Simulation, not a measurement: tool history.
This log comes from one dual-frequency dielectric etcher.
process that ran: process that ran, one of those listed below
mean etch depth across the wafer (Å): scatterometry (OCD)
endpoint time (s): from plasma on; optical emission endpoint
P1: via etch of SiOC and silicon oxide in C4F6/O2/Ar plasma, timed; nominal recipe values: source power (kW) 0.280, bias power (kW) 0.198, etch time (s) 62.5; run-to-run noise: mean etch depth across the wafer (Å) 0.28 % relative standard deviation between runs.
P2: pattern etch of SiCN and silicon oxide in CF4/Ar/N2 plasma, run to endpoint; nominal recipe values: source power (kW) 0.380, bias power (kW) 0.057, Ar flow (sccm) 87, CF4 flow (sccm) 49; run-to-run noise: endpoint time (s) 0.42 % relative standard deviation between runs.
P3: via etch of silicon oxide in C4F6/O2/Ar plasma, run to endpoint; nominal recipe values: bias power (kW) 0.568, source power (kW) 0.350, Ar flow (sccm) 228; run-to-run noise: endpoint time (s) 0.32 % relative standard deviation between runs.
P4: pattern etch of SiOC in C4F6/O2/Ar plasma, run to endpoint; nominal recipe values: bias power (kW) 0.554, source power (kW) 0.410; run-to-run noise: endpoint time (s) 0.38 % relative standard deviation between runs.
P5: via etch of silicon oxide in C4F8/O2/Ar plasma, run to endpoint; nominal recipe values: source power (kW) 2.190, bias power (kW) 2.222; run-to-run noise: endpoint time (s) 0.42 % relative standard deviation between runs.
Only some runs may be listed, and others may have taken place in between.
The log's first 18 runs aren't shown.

run,day,process that ran,source power (kW),bias power (kW),etch time (s),Ar flow (sccm),CF4 flow (sccm),hours since the last wet clean,hours since the last source power generator calibration,hours since the last bias power generator calibration,mean etch depth across the wafer (Å),endpoint time (s)
19,2.317,P1,0.280,0.198,42.0,,,361.5,12.2,1775.2,422.27,
20,2.479,P1,0.280,0.198,62.5,,,365.4,16.1,1779.1,629.17,
21,2.567,P3,0.350,0.568,,228,,367.5,18.2,1781.2,,43.0940
22,2.654,P4,0.410,0.554,,,,369.6,20.3,1783.3,,8.7971
23,2.812,P5,3.080,2.222,,,,373.4,24.1,1787.1,,149.0200
24,2.904,P4,0.410,0.333,,,,375.6,26.3,1789.3,,10.6020
25,3.067,P3,0.350,0.806,,228,,379.5,30.2,1793.2,,37.6570
26,3.192,P1,0.280,0.252,62.5,,,382.5,33.2,1796.2,679.79,
27,3.350,P1,0.280,0.198,89.0,,,386.3,37.0,1800.0,895.32,
28,3.438,P1,0.210,0.198,62.5,,,388.4,39.1,1802.1,562.68,
29,3.529,P2,0.380,0.057,,87,49,390.6,41.3,1804.3,,22.5140

The next listed run, before its measurement:
30,3.692,P1,0.380,0.141,62.5,,,394.5,45.2,1808.2,?,

mean etch depth across the wafer (Å): 634.74
